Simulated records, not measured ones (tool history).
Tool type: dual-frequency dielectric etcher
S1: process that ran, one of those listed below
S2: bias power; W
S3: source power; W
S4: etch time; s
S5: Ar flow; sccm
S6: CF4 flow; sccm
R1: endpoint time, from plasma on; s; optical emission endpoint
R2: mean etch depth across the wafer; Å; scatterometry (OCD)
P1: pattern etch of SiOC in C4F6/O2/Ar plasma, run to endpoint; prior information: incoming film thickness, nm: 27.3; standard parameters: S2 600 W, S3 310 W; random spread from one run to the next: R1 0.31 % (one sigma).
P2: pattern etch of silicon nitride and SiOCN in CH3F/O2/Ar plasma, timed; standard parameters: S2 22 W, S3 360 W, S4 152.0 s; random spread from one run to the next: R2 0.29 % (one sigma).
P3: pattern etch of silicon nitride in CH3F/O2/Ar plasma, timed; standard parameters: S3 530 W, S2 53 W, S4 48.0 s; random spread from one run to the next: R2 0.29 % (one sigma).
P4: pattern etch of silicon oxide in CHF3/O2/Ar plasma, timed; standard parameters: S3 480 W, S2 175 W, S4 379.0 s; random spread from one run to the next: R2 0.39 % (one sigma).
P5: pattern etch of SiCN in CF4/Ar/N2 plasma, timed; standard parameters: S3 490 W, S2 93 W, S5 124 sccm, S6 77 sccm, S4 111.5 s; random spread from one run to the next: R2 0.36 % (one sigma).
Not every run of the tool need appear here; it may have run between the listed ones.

| run | hour | S1 | S2 | S3 | S4 | S5 | S6 | R1 | R2 |
|---|---|---|---|---|---|---|---|---|---|
| 1 | 5.3 | P1 | 600 | 310 |  |  |  | 9.4178 |  |
| 2 | 13.6 | P2 | 22 | 280 | 152.0 |  |  |  | 178.78 |
| 3 | 22.2 | P2 | 22 | 360 | 152.0 |  |  |  | 194.90 |
| 4 | 28.0 | P3 | 53 | 530 | 48.0 |  |  |  | 340.01 |
| 5 | 34.5 | P5 | 93 | 490 | 111.5 | 124 | 77 |  | 1137.80 |
|  | 36.1 | source power generator calibrated |
| 6 | 42.7 | P1 | 445 | 310 |  |  |  | 10.5510 |  |
| 7 | 49.3 | P1 | 600 | 310 |  |  |  | 9.4371 |  |
| 8 | 59.4 | P4 | 175 | 670 | 379.0 |  |  |  | 7688.20 |
| 9 | 66.3 | P3 | 53 | 690 | 48.0 |  |  |  | 376.52 |
| 10 | 73.7 | P1 | 600 | 310 |  |  |  | 9.3712 |  |
| 11 | 81.8 | P1 | 600 | 410 |  |  |  | 8.4815 |  |
| 12 | 87.3 | P4 | 216 | 480 | 379.0 |  |  |  | 7238.50 |
| 13 | 93.8 | P1 | 824 | 310 |  |  |  | 8.2529 |  |
| 14 | 100.6 | P4 | 175 | 480 | 494.0 |  |  |  | 8741.60 |
| 15 | 108.3 | P1 | 600 | 210 |  |  |  | 10.8220 |  |
| 16 | 114.7 | P5 | 93 | 490 | 111.5 | 86 | 77 |  | 1198.70 |
| 17 | 119.7 | P1 | 501 | 190 |  |  |  | 12.0430 |  |
| 18 | 127.3 | P2 | 13 | 360 | 152.0 |  |  |  | 156.80 |
| 19 | 131.9 | P5 | 93 | 490 | 111.5 | 124 | 98 |  | 1183.00 |
| 20 | 137.7 | P2 | 22 | 360 | 90.5 |  |  |  | 115.95 |
| 21 | 146.4 | P4 | 175 | 480 | 379.0 |  |  |  | 6703.70 |

The next listed run, before its measurement:
| 22 | 151.8 | P5 | 93 | 490 | 75.5 | 124 | 77 |  | ? |

Run 22 came out at R2 773.28 Å.
